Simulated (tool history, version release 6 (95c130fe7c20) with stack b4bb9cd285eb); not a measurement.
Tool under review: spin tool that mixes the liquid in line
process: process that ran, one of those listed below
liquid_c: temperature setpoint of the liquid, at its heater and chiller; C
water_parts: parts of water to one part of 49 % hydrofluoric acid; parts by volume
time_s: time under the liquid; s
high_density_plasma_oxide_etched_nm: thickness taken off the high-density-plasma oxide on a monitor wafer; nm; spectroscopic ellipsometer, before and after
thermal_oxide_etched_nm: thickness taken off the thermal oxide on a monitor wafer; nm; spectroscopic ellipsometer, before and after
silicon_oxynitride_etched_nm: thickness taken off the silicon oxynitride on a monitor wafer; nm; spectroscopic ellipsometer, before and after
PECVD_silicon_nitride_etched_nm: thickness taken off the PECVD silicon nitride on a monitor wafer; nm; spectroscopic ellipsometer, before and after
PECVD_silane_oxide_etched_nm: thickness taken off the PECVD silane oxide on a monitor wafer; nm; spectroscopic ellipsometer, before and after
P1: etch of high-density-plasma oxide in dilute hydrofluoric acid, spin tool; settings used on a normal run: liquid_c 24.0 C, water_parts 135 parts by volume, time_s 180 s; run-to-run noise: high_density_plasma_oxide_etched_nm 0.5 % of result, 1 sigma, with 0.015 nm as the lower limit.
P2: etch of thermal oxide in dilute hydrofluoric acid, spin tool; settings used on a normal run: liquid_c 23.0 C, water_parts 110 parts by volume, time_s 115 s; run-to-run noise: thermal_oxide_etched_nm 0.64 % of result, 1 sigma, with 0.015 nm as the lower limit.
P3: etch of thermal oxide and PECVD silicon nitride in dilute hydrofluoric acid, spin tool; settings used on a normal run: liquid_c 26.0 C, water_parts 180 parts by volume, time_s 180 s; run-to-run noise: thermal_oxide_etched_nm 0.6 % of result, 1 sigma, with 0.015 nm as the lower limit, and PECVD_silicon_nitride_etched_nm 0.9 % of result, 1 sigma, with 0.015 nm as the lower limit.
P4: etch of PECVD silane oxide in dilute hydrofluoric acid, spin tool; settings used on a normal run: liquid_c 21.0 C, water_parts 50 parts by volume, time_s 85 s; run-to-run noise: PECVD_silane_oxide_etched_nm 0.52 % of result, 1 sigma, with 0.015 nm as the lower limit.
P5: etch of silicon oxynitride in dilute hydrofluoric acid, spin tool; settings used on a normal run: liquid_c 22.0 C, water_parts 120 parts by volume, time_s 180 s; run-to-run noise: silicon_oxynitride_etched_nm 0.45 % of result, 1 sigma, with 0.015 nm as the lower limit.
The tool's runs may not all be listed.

run   hour  process  liquid_c  water_parts  time_s  hours since the thermometer was replaced  hours since the hydrofluoric acid flow meter was replaced  high_density_plasma_oxide_etched_nm  thermal_oxide_etched_nm  silicon_oxynitride_etched_nm  PECVD_silicon_nitride_etched_nm  PECVD_silane_oxide_etched_nm
  1    4.9       P1      24.0          135     180                                     404.7                                                      162.9                               9.8540
  2   10.5       P2      23.0          110     115                                     410.3                                                      168.5                                                        4.9034
  3   18.7       P1      18.5          135     180                                     418.5                                                      176.7                               7.8200
  4   23.1       P1      24.0          135      60                                     422.9                                                      181.1                               3.2761
  5   27.1       P5      22.0          205     180                                     426.9                                                      185.1                                                                                      2.4716
  6   32.4       P5      22.0          120     320                                     432.2                                                      190.4                                                                                      7.9295
  7   37.2       P5      30.0          120     180                                     437.0                                                      195.2                                                                                      6.4545
  8   43.8       P1      24.0           25     180                                     443.6                                                      201.8                              61.6140
  9   49.7       P1      29.5          135     180                                     449.5                                                      207.7                              12.0010
 10   54.6       P3      26.0          180     180                                     454.4                                                      212.6                                                        4.4139                                                         2.8672
 11   58.7       P1      20.5          135     265                                     458.5                                                      216.7                              12.6740
 12   63.6       P2      28.5          110     115                                     463.4                                                      221.6                                                        6.0754
 13   68.7       P3      26.0          180     325                                     468.5                                                      226.7                                                        7.9500                                                         5.1233
 14   73.6       P4      21.0           50      85                                     473.4                                                      231.6                                                                                                                                                    23.6550
 15   77.9       P4      21.0           75      85                                     477.7                                                      235.9                                                                                                                                                    15.2240
 16   83.4       P5      22.0          120     180                                     483.2                                                      241.4                                                                                      4.5048
 17   88.2       P1      24.0          135     180                                     488.0                                                      246.2                               9.8631
 18   94.9       P2      23.0           45     115                                     494.7                                                      252.9                                                       13.2040
 19  102.8       P4      21.0           50      30                                     502.6                                                      260.8                                                                                                                                                     8.2776
 20  107.7       P1      28.0          210     180                                     507.5                                                      265.7                               6.7298
 21  111.9       P3      34.0          180     180                                     511.7                                                      269.9                                                        5.7753                                                         4.5318
 22  116.9       P5      22.0          120     180                                     516.7                                                      274.9                                                                                      4.4915
 23  122.7       P1      24.0          185     300                                     522.5                                                      280.7                              11.3120
 24  131.1       P1      24.0          135     350                                     530.9                                                      289.1                              19.1510
 25  136.9       P4      21.0           50      85                                     536.7                                                      294.9                                                                                                                                                    23.5920
 26  141.5       P2      23.0          110      45                                     541.3                                                      299.5                                                        1.9005
     146.4  -- hydrofluoric acid flow meter replaced
 27  149.9       P1      24.0          225     180                                     549.7                                                        3.5                               5.3759
 28  155.2       P4      25.5           50      85                                     555.0                                                        8.8                                                                                                                                                    28.5030
 29  159.9       P1      24.0          135     180                                     559.7                                                       13.5                               9.8907
 30  164.3       P3      26.0           30     180                                     564.1                                                       17.9                                                       31.5390                                                        16.6590
 31  173.4       P1      24.0          135     180                                     573.2                                                       27.0                               9.8077
 32  178.4       P3      26.0          180     180                                     578.2                                                       32.0                                                        4.3493                                                         2.8704
 33  186.3       P1      24.0          135     180                                     586.1                                                       39.9                               9.8948
 34  194.0       P1      24.0          135     180                                     593.8                                                       47.6                               9.8735
 35  198.0       P1      24.0          135     180                                     597.8                                                       51.6                               9.5544
 36  204.0       P1      24.0          135     180                                     603.8                                                       57.6                               9.3615
 37  210.6       P1      24.0          135     180                                     610.4                                                       64.2                               9.2223
 38  215.1       P1      24.0          135     180                                     614.9                                                       68.7                               9.1470
 39  221.2       P1      24.0          135     180                                     621.0                                                       74.8                               9.0449
 40  226.2       P1      24.0          135     180                                     626.0                                                       79.8                               9.1081
 41  230.8       P1      24.0          135     180                                     630.6                                                       84.4                               8.9914
 42  238.0       P1      24.0          135     180                                     637.8                                                       91.6                               9.0021

The log shows P1 creeping away from where it was. Any of the 2 causes listed here, at the size stated for it, fits the log just as well as the others:
A: liquid colder than its thermometer reads (K) = 2.23
B: hydrofluoric acid flow below the setpoint (%) = 7.2
The drift started at roughly hour 194.0.

The check runs listed below each take one wafer, and their results are still question marks. Under which run would the listed causes lead to clearly different results?
check 1  245.2       P4      21.0           70      50                                                                                                                                                                                                                                                               ?
check 2  245.2       P2      28.0          110      70                                                                                                                                                                  ?
check 3  245.2       P3      26.0           45     180                                                                                                                                                                  ?                                                              ?
check 4  245.2       P5      22.0          195     180                                                                                                                                                                                                ?

Outcome of each check run for each possible cause:
  check                           result     if A     if B
check 1     PECVD_silane_oxide_etched_nm   8.7925   8.9016
check 2          thermal_oxide_etched_nm   3.3263   3.3244
check 3          thermal_oxide_etched_nm  18.9220  19.1490
check 3  PECVD_silicon_nitride_etched_nm   9.6765  10.4460
check 4     silicon_oxynitride_etched_nm   2.3504   2.3922
How far apart the two closest causes lie, in the result that separates them most: check 1 1.23 %; check 2 0.06 %; check 3 7.65 %; check 4 1.76 %
Only check 3 tells the causes apart: in the others they would give nearly the same result.

The results of check 3 are: thermal_oxide_etched_nm 19.0150 nm; PECVD_silicon_nitride_etched_nm 10.4780 nm. Based on these, which of the listed causes is it?

The cause is B: hydrofluoric acid flow below the setpoint (%).
